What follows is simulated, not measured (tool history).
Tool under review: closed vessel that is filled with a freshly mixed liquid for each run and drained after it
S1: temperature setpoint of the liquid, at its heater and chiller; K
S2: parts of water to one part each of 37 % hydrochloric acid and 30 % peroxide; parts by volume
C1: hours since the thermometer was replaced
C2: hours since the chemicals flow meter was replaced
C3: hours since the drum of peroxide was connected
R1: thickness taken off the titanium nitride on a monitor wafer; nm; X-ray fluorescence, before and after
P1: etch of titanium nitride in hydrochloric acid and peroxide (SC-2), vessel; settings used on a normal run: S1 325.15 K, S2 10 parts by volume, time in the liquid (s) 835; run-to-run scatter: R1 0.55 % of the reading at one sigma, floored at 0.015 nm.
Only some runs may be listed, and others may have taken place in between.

{"run": 1, "day": 0.554, "S1": 325.15, "S2": 10, "time in the liquid (s)": 835, "C1": 1347.6, "C2": 487, "C3": 247.3, "R1": 13.541}
{"run": 2, "day": 1.004, "S1": 325.15, "S2": 10, "time in the liquid (s)": 835, "C1": 1358.4, "C2": 497.8, "C3": 258.1, "R1": 13.763}
{"run": 3, "day": 1.279, "S1": 325.15, "S2": 10, "time in the liquid (s)": 835, "C1": 1365, "C2": 504.4, "C3": 264.7, "R1": 13.625}
{"run": 4, "day": 1.571, "S1": 332.15, "S2": 10, "time in the liquid (s)": 1595, "C1": 1372, "C2": 511.4, "C3": 271.7, "R1": 41.179}
{"run": 5, "day": 1.846, "S1": 325.15, "S2": 10, "time in the liquid (s)": 1655, "C1": 1378.6, "C2": 518, "C3": 278.3, "R1": 27.193}
{"run": 6, "day": 2.396, "S1": 325.15, "S2": 16, "time in the liquid (s)": 835, "C1": 1391.8, "C2": 531.2, "C3": 291.5, "R1": 9.2146}
{"run": 7, "day": 2.712, "S1": 325.15, "S2": 6.5, "time in the liquid (s)": 1350, "C1": 1399.4, "C2": 538.8, "C3": 299.1, "R1": 31.317}
{"run": 8, "day": 3.279, "S1": 310.15, "S2": 10, "time in the liquid (s)": 835, "C1": 1413, "C2": 552.4, "C3": 312.7, "R1": 4.9019}
{"run": 9, "day": 3.788, "S1": 325.15, "S2": 10, "time in the liquid (s)": 70, "C1": 1425.2, "C2": 564.6, "C3": 324.9, "R1": 1.1478}
{"run": 10, "day": 4.054, "S1": 313.15, "S2": 10, "time in the liquid (s)": 1220, "C1": 1431.6, "C2": 571, "C3": 331.3, "R1": 8.9237}
{"day": 4.142, "done": "new drum of peroxide connected"}
{"run": 11, "day": 4.483, "S1": 325.15, "S2": 10, "time in the liquid (s)": 835, "C1": 1441.9, "C2": 581.3, "C3": 8.3, "R1": 13.728}
{"run": 12, "day": 5.008, "S1": 325.15, "S2": 4, "time in the liquid (s)": 835, "C1": 1454.5, "C2": 593.9, "C3": 20.9, "R1": 27.585}
{"run": 13, "day": 5.292, "S1": 325.15, "S2": 10, "time in the liquid (s)": 835, "C1": 1461.3, "C2": 600.7, "C3": 27.7, "R1": 13.74}
{"run": 14, "day": 5.775, "S1": 325.15, "S2": 10, "time in the liquid (s)": 835, "C1": 1472.9, "C2": 612.3, "C3": 39.3, "R1": 13.708}
{"run": 15, "day": 6.154, "S1": 325.15, "S2": 10, "time in the liquid (s)": 835, "C1": 1482, "C2": 621.4, "C3": 48.4, "R1": 13.707}
{"run": 16, "day": 6.517, "S1": 341.65, "S2": 10, "time in the liquid (s)": 835, "C1": 1490.7, "C2": 630.1, "C3": 57.1, "R1": 38.541}
{"run": 17, "day": 7.038, "S1": 325.15, "S2": 10, "time in the liquid (s)": 835, "C1": 1503.2, "C2": 642.6, "C3": 69.6, "R1": 13.885}
{"run": 18, "day": 7.496, "S1": 325.15, "S2": 10, "time in the liquid (s)": 835, "C1": 1514.2, "C2": 653.6, "C3": 80.6, "R1": 14.09}
{"run": 19, "day": 7.975, "S1": 325.15, "S2": 10, "time in the liquid (s)": 835, "C1": 1525.7, "C2": 665.1, "C3": 92.1, "R1": 14.28}
{"run": 20, "day": 8.554, "S1": 325.15, "S2": 10, "time in the liquid (s)": 835, "C1": 1539.6, "C2": 679, "C3": 106, "R1": 14.453}
{"run": 21, "day": 8.917, "S1": 325.15, "S2": 10, "time in the liquid (s)": 835, "C1": 1548.3, "C2": 687.7, "C3": 114.7, "R1": 14.627}
{"run": 22, "day": 9.508, "S1": 325.15, "S2": 10, "time in the liquid (s)": 835, "C1": 1562.5, "C2": 701.9, "C3": 128.9, "R1": 14.751}
{"run": 23, "day": 9.817, "S1": 325.15, "S2": 10, "time in the liquid (s)": 835, "C1": 1569.9, "C2": 709.3, "C3": 136.3, "R1": 14.81}
{"run": 24, "day": 10.092, "S1": 325.15, "S2": 10, "time in the liquid (s)": 835, "C1": 1576.5, "C2": 715.9, "C3": 142.9, "R1": 14.792}
{"run": 25, "day": 10.65, "S1": 325.15, "S2": 10, "time in the liquid (s)": 835, "C1": 1589.9, "C2": 729.3, "C3": 156.3, "R1": 14.843}

Run 26 is up next; what results do you expect?
{"run": 26, "day": 11.25, "S1": 325.15, "S2": 10, "time in the liquid (s)": 835, "C1": 1604.3, "C2": 743.7, "C3": 170.7, "R1": "?"}

{"run 26": {"R1": 14.946}}

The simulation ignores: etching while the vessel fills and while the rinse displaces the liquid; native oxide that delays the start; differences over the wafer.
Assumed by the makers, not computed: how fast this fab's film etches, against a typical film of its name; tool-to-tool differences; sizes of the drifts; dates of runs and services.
